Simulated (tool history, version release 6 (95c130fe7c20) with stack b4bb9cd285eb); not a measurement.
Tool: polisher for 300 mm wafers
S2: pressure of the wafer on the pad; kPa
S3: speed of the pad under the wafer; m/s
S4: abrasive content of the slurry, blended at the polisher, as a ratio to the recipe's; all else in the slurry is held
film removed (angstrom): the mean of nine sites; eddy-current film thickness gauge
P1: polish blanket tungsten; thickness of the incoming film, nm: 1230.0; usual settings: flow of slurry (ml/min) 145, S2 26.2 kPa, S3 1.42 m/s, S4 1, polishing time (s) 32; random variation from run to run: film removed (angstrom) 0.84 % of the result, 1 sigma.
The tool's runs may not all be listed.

run 1 hour=5.6 | flow_of_slurry_(ml/min)=145 S2=26.2 S3=1.42 S4=1 polishing_time_(s)=32 | film_removed_(angstrom)=2190.2
run 2 hour=10.4 | flow_of_slurry_(ml/min)=145 S2=26.2 S3=1.42 S4=1.3 polishing_time_(s)=32 | film_removed_(angstrom)=2330.9
run 3 hour=15 | flow_of_slurry_(ml/min)=145 S2=26.2 S3=1.42 S4=1 polishing_time_(s)=16 | film_removed_(angstrom)=1088.6
run 4 hour=20.1 | flow_of_slurry_(ml/min)=145 S2=11.7 S3=1.42 S4=1 polishing_time_(s)=32 | film_removed_(angstrom)=988.43
run 5 hour=26 | flow_of_slurry_(ml/min)=145 S2=26.2 S3=1.42 S4=1 polishing_time_(s)=32 | film_removed_(angstrom)=2190.6
run 6 hour=29.7 | flow_of_slurry_(ml/min)=145 S2=26.2 S3=1.42 S4=1 polishing_time_(s)=32 | film_removed_(angstrom)=2203.5
run 7 hour=34.9 | flow_of_slurry_(ml/min)=215 S2=26.2 S3=1.42 S4=1 polishing_time_(s)=32 | film_removed_(angstrom)=2297.8
run 8 hour=37.8 | flow_of_slurry_(ml/min)=90 S2=26.2 S3=1.42 S4=1 polishing_time_(s)=32 | film_removed_(angstrom)=1981.2
run 9 hour=40.5 | flow_of_slurry_(ml/min)=145 S2=39.3 S3=1.42 S4=1 polishing_time_(s)=32 | film_removed_(angstrom)=3275
run 10 hour=45.7 | flow_of_slurry_(ml/min)=145 S2=17.9 S3=1.42 S4=0.8 polishing_time_(s)=32 | film_removed_(angstrom)=1394.8
run 11 hour=48.5 | flow_of_slurry_(ml/min)=145 S2=26.2 S3=1.42 S4=0.55 polishing_time_(s)=32 | film_removed_(angstrom)=1889.3
run 12 hour=52.3 | flow_of_slurry_(ml/min)=145 S2=26.2 S3=0.72 S4=1 polishing_time_(s)=32 | film_removed_(angstrom)=1128.3
-- hour=55.9 slurry tank refilled with fresh slurry and peroxide
run 13 hour=57 | flow_of_slurry_(ml/min)=145 S2=26.2 S3=1.42 S4=1 polishing_time_(s)=32 | film_removed_(angstrom)=2188.7
run 14 hour=60.1 | flow_of_slurry_(ml/min)=145 S2=35.2 S3=1.42 S4=1 polishing_time_(s)=44 | film_removed_(angstrom)=3980
run 15 hour=63.8 | flow_of_slurry_(ml/min)=145 S2=26.2 S3=1.42 S4=1 polishing_time_(s)=50 | film_removed_(angstrom)=3419.5
run 16 hour=67.5 | flow_of_slurry_(ml/min)=145 S2=26.2 S3=1.8 S4=1 polishing_time_(s)=32 | film_removed_(angstrom)=2752.4
-- hour=67.8 worn pad replaced by a new one
run 17 hour=73 | flow_of_slurry_(ml/min)=145 S2=15.9 S3=1.42 S4=1 polishing_time_(s)=44 | film_removed_(angstrom)=1827.3
run 18 hour=77.6 | flow_of_slurry_(ml/min)=145 S2=26.2 S3=1.42 S4=1 polishing_time_(s)=32 | film_removed_(angstrom)=2175.9
run 19 hour=82.7 | flow_of_slurry_(ml/min)=145 S2=26.2 S3=1.42 S4=1 polishing_time_(s)=32 | film_removed_(angstrom)=2126.2
run 20 hour=85.7 | flow_of_slurry_(ml/min)=145 S2=26.2 S3=1.42 S4=1 polishing_time_(s)=32 | film_removed_(angstrom)=2088.4
run 21 hour=90.4 | flow_of_slurry_(ml/min)=145 S2=26.2 S3=1.42 S4=1 polishing_time_(s)=32 | film_removed_(angstrom)=2051.2
run 22 hour=93.3 | flow_of_slurry_(ml/min)=145 S2=26.2 S3=1.42 S4=1 polishing_time_(s)=32 | film_removed_(angstrom)=2044.4
-- hour=97.3 slurry blender recalibrated
run 23 hour=98.1 | flow_of_slurry_(ml/min)=145 S2=26.2 S3=1.42 S4=1 polishing_time_(s)=32 | film_removed_(angstrom)=1996.9
-- hour=98.4 worn pad replaced by a new one
run 24 hour=102.6 | flow_of_slurry_(ml/min)=145 S2=26.2 S3=1.42 S4=1 polishing_time_(s)=32 | film_removed_(angstrom)=1994.6
-- hour=102.7 head pressure recalibrated
run 25 hour=106.1 | flow_of_slurry_(ml/min)=145 S2=26.2 S3=1.42 S4=1 polishing_time_(s)=32 | film_removed_(angstrom)=1996.7
run 26 hour=110.8 | flow_of_slurry_(ml/min)=145 S2=26.2 S3=1.42 S4=1 polishing_time_(s)=32 | film_removed_(angstrom)=1953.4
run 27 hour=113.7 | flow_of_slurry_(ml/min)=145 S2=26.2 S3=1.42 S4=1 polishing_time_(s)=32 | film_removed_(angstrom)=1957.4
run 28 hour=116.5 | flow_of_slurry_(ml/min)=145 S2=26.2 S3=1.42 S4=1 polishing_time_(s)=32 | film_removed_(angstrom)=1967.3

What P1 gives has crept away from where it was. These 2 causes fit the log equally well, each at the size given:
A: peroxide lost from the slurry, % = 23
B: slurry flow missing at the pad, % = 37
The creep began at about hour 77.6.
Why every other cause is out:
removal rate lost through wear of the pad, %: serviced at hour 98.4, which brought nothing back
head's pressure below its setpoint, %: serviced at hour 102.7, which brought nothing back
abrasive missing from the slurry, %: serviced at hour 97.3, which brought nothing back

4 check runs are offered, each on 5 wafers whose results are averaged, their results left as question marks. Which one tells the causes apart?
run check 1 hour=119.3 | flow_of_slurry_(ml/min)=145 S2=12.4 S3=1.42 S4=1 polishing_time_(s)=19 | film_removed_(angstrom)=?
run check 2 hour=119.3 | flow_of_slurry_(ml/min)=215 S2=35.9 S3=1.42 S4=1 polishing_time_(s)=32 | film_removed_(angstrom)=?
run check 3 hour=119.3 | flow_of_slurry_(ml/min)=145 S2=32.4 S3=0.94 S4=1 polishing_time_(s)=32 | film_removed_(angstrom)=?
run check 4 hour=119.3 | flow_of_slurry_(ml/min)=145 S2=19.3 S3=1.42 S4=0.55 polishing_time_(s)=32 | film_removed_(angstrom)=?

What each check would give under each cause:
check=check_1 result=film_removed_(angstrom) if_A=555.01 if_B=555.2
check=check_2 result=film_removed_(angstrom) if_A=2863.7 if_B=2954.8
check=check_3 result=film_removed_(angstrom) if_A=1615.7 if_B=1616.3
check=check_4 result=film_removed_(angstrom) if_A=1267.6 if_B=1268.1
How far apart the two closest causes lie, in the result that separates them most: check 1 0.03 %; check 2 3.13 %; check 3 0.03 %; check 4 0.03 %
Check 2 tells the causes apart: in the others they would give nearly the same result.

Then check 2 was run and gave: film removed (angstrom) 2961.9. Which cause is it?

It is B: slurry flow missing at the pad, %.
